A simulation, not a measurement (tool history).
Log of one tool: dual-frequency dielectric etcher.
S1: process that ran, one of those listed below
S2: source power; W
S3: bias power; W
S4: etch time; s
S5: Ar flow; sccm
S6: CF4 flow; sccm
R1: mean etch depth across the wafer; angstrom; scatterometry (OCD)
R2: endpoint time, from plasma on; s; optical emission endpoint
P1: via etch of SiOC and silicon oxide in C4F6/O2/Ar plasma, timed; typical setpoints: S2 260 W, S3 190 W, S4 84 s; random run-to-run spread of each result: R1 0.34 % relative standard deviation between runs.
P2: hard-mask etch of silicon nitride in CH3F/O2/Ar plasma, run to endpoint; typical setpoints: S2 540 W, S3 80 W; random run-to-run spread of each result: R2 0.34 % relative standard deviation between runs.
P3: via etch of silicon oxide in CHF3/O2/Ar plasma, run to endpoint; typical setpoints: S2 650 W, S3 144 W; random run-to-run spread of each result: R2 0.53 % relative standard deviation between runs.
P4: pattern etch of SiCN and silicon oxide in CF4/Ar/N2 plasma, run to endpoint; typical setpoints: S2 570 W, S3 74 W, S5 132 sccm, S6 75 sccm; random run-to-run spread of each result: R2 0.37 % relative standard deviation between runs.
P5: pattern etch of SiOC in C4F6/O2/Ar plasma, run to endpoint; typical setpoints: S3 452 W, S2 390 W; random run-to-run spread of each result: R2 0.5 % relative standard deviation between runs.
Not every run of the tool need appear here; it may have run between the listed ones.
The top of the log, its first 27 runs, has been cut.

| run | day | S1 | S2 | S3 | S4 | S5 | S6 | R1 | R2 |
|---|---|---|---|---|---|---|---|---|---|
| 28 | 5.612 | P1 | 260 | 190 | 84 |  |  | 803.73 |  |
| 29 | 5.842 | P1 | 260 | 190 | 84 |  |  | 795.78 |  |
| 30 | 6.021 | P1 | 260 | 190 | 84 |  |  | 796.2 |  |
| 31 | 6.267 | P1 | 260 | 190 | 84 |  |  | 790.62 |  |
| 32 | 6.504 | P1 | 260 | 190 | 84 |  |  | 791.99 |  |
|  | 6.758 | wet clean of the chamber |
| 33 | 6.762 | P1 | 260 | 190 | 84 |  |  | 792.96 |  |
| 34 | 6.9 | P1 | 260 | 190 | 84 |  |  | 790.98 |  |
| 35 | 7.138 | P1 | 260 | 190 | 84 |  |  | 788.24 |  |
| 36 | 7.296 | P1 | 260 | 190 | 84 |  |  | 793.38 |  |

Estimate the outcome of run 37 from the log above:
| 37 | 7.454 | P1 | 260 | 190 | 84 |  |  | ? |  |

{"run 37": {"R1": 790.09}}

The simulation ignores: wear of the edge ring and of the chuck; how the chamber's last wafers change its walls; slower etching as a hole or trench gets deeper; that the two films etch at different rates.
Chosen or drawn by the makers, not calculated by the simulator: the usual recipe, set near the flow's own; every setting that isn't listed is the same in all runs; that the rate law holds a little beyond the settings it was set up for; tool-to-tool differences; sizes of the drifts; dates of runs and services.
